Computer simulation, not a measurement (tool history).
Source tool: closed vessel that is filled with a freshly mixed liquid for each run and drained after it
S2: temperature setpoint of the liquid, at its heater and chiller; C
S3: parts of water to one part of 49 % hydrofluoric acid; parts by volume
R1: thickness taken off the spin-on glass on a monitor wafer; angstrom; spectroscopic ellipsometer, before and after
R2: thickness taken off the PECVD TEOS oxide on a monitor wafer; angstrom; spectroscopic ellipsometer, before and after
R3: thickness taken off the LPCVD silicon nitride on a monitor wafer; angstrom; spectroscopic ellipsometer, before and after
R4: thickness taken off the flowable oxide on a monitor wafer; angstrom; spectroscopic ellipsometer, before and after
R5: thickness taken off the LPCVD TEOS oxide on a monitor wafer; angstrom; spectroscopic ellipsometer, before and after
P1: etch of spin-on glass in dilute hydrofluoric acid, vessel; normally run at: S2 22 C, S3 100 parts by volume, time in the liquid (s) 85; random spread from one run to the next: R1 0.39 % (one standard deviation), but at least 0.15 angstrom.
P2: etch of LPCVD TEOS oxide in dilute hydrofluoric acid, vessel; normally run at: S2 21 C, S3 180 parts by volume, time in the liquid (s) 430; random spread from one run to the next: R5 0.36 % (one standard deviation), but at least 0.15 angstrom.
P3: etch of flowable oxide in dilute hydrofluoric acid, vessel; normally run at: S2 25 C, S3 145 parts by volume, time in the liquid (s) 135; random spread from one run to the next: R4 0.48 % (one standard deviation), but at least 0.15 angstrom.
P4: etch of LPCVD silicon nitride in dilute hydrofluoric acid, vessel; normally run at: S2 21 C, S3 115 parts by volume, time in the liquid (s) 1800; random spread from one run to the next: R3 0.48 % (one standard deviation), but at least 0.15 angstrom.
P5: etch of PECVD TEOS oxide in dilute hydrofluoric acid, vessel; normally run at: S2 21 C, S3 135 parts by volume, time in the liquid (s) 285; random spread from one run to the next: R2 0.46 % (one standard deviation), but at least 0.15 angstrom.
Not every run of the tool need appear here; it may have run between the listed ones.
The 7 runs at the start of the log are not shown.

run 8 hour=26.0 | process_that_ran=P1 S2=22 S3=100 time_in_the_liquid_(s)=85 | R1=317.16
run 9 hour=30.0 | process_that_ran=P1 S2=22 S3=175 time_in_the_liquid_(s)=85 | R1=166.77
run 10 hour=34.4 | process_that_ran=P2 S2=21 S3=260 time_in_the_liquid_(s)=430 | R5=235.740
run 11 hour=37.3 | process_that_ran=P1 S2=28 S3=100 time_in_the_liquid_(s)=145 | R1=683.70
run 12 hour=41.2 | process_that_ran=P1 S2=22 S3=100 time_in_the_liquid_(s)=30 | R1=112.74
run 13 hour=45.3 | process_that_ran=P1 S2=27 S3=100 time_in_the_liquid_(s)=85 | R1=386.06
run 14 hour=47.6 | process_that_ran=P1 S2=22 S3=100 time_in_the_liquid_(s)=85 | R1=319.16
run 15 hour=51.1 | process_that_ran=P1 S2=22 S3=55 time_in_the_liquid_(s)=145 | R1=1042.30
run 16 hour=54.3 | process_that_ran=P5 S2=21 S3=135 time_in_the_liquid_(s)=485 | R2=264.30
run 17 hour=58.1 | process_that_ran=P5 S2=21 S3=135 time_in_the_liquid_(s)=285 | R2=155.27
run 18 hour=61.6 | process_that_ran=P2 S2=25 S3=180 time_in_the_liquid_(s)=430 | R5=427.030
run 19 hour=65.6 | process_that_ran=P1 S2=22 S3=60 time_in_the_liquid_(s)=85 | R1=554.49
run 20 hour=69.3 | process_that_ran=P3 S2=25 S3=145 time_in_the_liquid_(s)=225 | R4=949.54
run 21 hour=71.7 | process_that_ran=P2 S2=21 S3=180 time_in_the_liquid_(s)=35 | R5=29.616

Forecast run 22:
run 22 hour=76.4 | process_that_ran=P2 S2=21 S3=180 time_in_the_liquid_(s)=430 | R5=?

R5: 367.960 angstrom

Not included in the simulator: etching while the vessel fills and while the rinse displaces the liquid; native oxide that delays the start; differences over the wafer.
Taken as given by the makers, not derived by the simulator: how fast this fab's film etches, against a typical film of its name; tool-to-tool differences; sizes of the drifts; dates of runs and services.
